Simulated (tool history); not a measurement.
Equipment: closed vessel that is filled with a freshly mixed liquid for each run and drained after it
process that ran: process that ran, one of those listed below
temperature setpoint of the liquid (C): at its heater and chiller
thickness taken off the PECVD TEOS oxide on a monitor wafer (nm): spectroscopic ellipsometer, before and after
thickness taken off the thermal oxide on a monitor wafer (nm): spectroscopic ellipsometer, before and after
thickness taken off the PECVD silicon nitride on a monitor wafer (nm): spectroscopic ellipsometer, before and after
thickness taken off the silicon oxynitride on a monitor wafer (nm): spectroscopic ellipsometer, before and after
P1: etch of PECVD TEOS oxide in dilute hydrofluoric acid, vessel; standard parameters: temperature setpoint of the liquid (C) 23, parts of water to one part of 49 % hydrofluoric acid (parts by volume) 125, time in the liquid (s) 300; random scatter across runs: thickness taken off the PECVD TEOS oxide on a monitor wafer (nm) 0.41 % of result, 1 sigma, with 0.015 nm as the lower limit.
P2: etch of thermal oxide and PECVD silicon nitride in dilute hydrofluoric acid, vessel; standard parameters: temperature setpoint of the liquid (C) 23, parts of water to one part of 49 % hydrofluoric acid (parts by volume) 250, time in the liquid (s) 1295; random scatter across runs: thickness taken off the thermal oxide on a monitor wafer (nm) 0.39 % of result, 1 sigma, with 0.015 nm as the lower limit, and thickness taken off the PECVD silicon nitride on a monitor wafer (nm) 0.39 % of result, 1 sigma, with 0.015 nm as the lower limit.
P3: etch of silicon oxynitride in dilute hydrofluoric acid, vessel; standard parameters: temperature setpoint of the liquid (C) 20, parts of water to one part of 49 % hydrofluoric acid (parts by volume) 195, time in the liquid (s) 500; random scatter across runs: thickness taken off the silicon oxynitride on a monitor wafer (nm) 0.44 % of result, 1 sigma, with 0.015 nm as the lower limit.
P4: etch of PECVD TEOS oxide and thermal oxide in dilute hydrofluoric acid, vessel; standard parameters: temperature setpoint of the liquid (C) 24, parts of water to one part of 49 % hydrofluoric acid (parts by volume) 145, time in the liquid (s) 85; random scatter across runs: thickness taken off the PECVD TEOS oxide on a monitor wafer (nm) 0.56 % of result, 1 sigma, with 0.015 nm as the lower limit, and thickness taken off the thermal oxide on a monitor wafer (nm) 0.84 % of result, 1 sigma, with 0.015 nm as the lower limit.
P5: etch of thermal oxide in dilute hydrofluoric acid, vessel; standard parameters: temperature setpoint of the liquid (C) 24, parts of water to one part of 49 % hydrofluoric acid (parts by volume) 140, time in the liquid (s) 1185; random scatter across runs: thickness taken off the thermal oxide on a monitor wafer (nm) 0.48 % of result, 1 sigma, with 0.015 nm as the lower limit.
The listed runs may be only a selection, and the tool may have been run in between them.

run   hour  process that ran  temperature setpoint of the liquid (C)  parts of water to one part of 49 % hydrofluoric acid (parts by volume)  time in the liquid (s)  thickness taken off the PECVD TEOS oxide on a monitor wafer (nm)  thickness taken off the thermal oxide on a monitor wafer (nm)  thickness taken off the PECVD silicon nitride on a monitor wafer (nm)  thickness taken off the silicon oxynitride on a monitor wafer (nm)
  1   14.5                P1                                      23                                                                     125                     300                                                            20.084
  2   25.8                P5                                    32.5                                                                     140                    1185                                                                                                                           50.589
  3   36.4                P2                                      23                                                                     250                    1295                                                                                                                           19.757                                                                 19.528
  4   52.3                P1                                      23                                                                     125                     140                                                            9.4426
  5   61.8                P1                                      23                                                                     125                     300                                                            20.307
  6   74.7                P1                                      23                                                                     125                     300                                                            20.095
  7   88.4                P1                                      30                                                                     125                     300                                                            26.495
  8  104.3                P5                                      24                                                                      25                    1185                                                                                                                           238.39
  9  116.6                P4                                      28                                                                     145                      85                                                            9.4227                                                         2.9572
 10  126.4                P4                                      24                                                                     145                      85                                                            7.9846                                                         2.5453
 11  133.9                P1                                      23                                                                     125                     580                                                            39.264
 12  149.8                P3                                      20                                                                     195                     930                                                                                                                                                                                                                                                                      14.157
 13    160                P4                                      24                                                                     145                      30                                                            2.7983                                                        0.91525
 14  175.6                P2                                      23                                                                      70                    1295                                                                                                                           85.918                                                                 68.571
 15  183.1                P1                                      27                                                                     190                     300                                                            14.273
 16  194.1                P1                                      23                                                                     170                     300                                                            14.195
 17  202.3                P1                                      23                                                                      50                     300                                                            55.404
 18  214.5                P2                                      17                                                                     250                    1295                                                                                                                           15.792                                                                 13.326
 19  225.5                P4                                      24                                                                     255                      85                                                             4.056                                                         1.3176
 20  234.9                P1                                      23                                                                     125                     300                                                            20.294
 21  247.2                P5                                      24                                                                     140                    1185                                                                                                                           37.043
 22  261.7                P1                                      23                                                                      85                     165                                                            17.221
 23  274.4                P3                                      20                                                                     195                     500                                                                                                                                                                                                                                                                      7.5593
 24  285.3                P5                                      24                                                                     140                     155                                                                                                                           4.8414
 25  294.1                P2                                      23                                                                     250                     395                                                                                                                           5.9922                                                                 5.9552
 26  309.3                P4                                      24                                                                     145                      85                                                            8.0249                                                         2.6041
 27  320.3                P1                                      23                                                                     125                     300                                                            20.135
 28  331.4                P3                                      20                                                                     335                     500                                                                                                                                                                                                                                                                      4.0524
 29  344.5                P3                                      26                                                                     195                     500                                                                                                                                                                                                                                                                      10.039
 30  353.9                P1                                      17                                                                     125                     300                                                             15.98
 31    367                P1                                      23                                                                     125                     300                                                            20.161
 32  375.5                P1                                      23                                                                     125                     300                                                             19.79
 33  384.6                P1                                      23                                                                     125                     300                                                            19.577
 34  395.6                P1                                      23                                                                     125                     300                                                            19.288
 35  406.3                P1                                      23                                                                     125                     300                                                            19.028
 36  417.5                P1                                      23                                                                     125                     300                                                            18.981
 37    426                P1                                      23                                                                     125                     300                                                            18.963
 38    440                P1                                      23                                                                     125                     300                                                            18.718
 39  454.8                P1                                      23                                                                     125                     300                                                            18.896
 40  470.7                P1                                      23                                                                     125                     300                                                              18.7
 41    481                P1                                      23                                                                     125                     300                                                              18.7
 42  489.4                P1                                      23                                                                     125                     300                                                            18.729

What P1 gives has crept away from where it was. These 2 causes fit the log equally well, each at the size given:
A: hydrofluoric acid flow below the setpoint (%) = 6.51
B: liquid colder than its thermometer reads (K) = 1.96
The drift started at roughly hour 367.

4 check runs are offered, one wafer each, their results left as question marks. Which one tells the causes apart?
check 1  497.8                P4                                      27                                                                     145                      85                                                                 ?                                                              ?
check 2  497.8                P5                                      32                                                                      35                    1185                                                                                                                                ?
check 3  497.8                P3                                      20                                                                     255                     685                                                                                                                                                                                                                                                                           ?
check 4  497.8                P2                                      19                                                                     250                    1295                                                                                                                                ?                                                                      ?

Outcome of each check run for each possible cause:
  check                                                                 result    if A    if B
check 1       thickness taken off the PECVD TEOS oxide on a monitor wafer (nm)  8.3183  8.3686
check 1          thickness taken off the thermal oxide on a monitor wafer (nm)  2.6552  2.6713
check 2          thickness taken off the thermal oxide on a monitor wafer (nm)  217.18  215.87
check 3     thickness taken off the silicon oxynitride on a monitor wafer (nm)  7.1023  7.0221
check 4          thickness taken off the thermal oxide on a monitor wafer (nm)  15.626  15.749
check 4  thickness taken off the PECVD silicon nitride on a monitor wafer (nm)  14.165  13.286
Gap, in per cent, between the two causes that each check separates least, read from the result that separates them most: check 1 0.6 %; check 2 0.6 %; check 3 1.13 %; check 4 6.41 %
The causes can be told apart only by check 4. The other checks would give nearly the same results under each of them.

With check 4 done, the readings were: thickness taken off the thermal oxide on a monitor wafer (nm) 15.826; thickness taken off the PECVD silicon nitride on a monitor wafer (nm) 13.232. Identify which of the listed causes applies.

The cause is B: liquid colder than its thermometer reads (K).

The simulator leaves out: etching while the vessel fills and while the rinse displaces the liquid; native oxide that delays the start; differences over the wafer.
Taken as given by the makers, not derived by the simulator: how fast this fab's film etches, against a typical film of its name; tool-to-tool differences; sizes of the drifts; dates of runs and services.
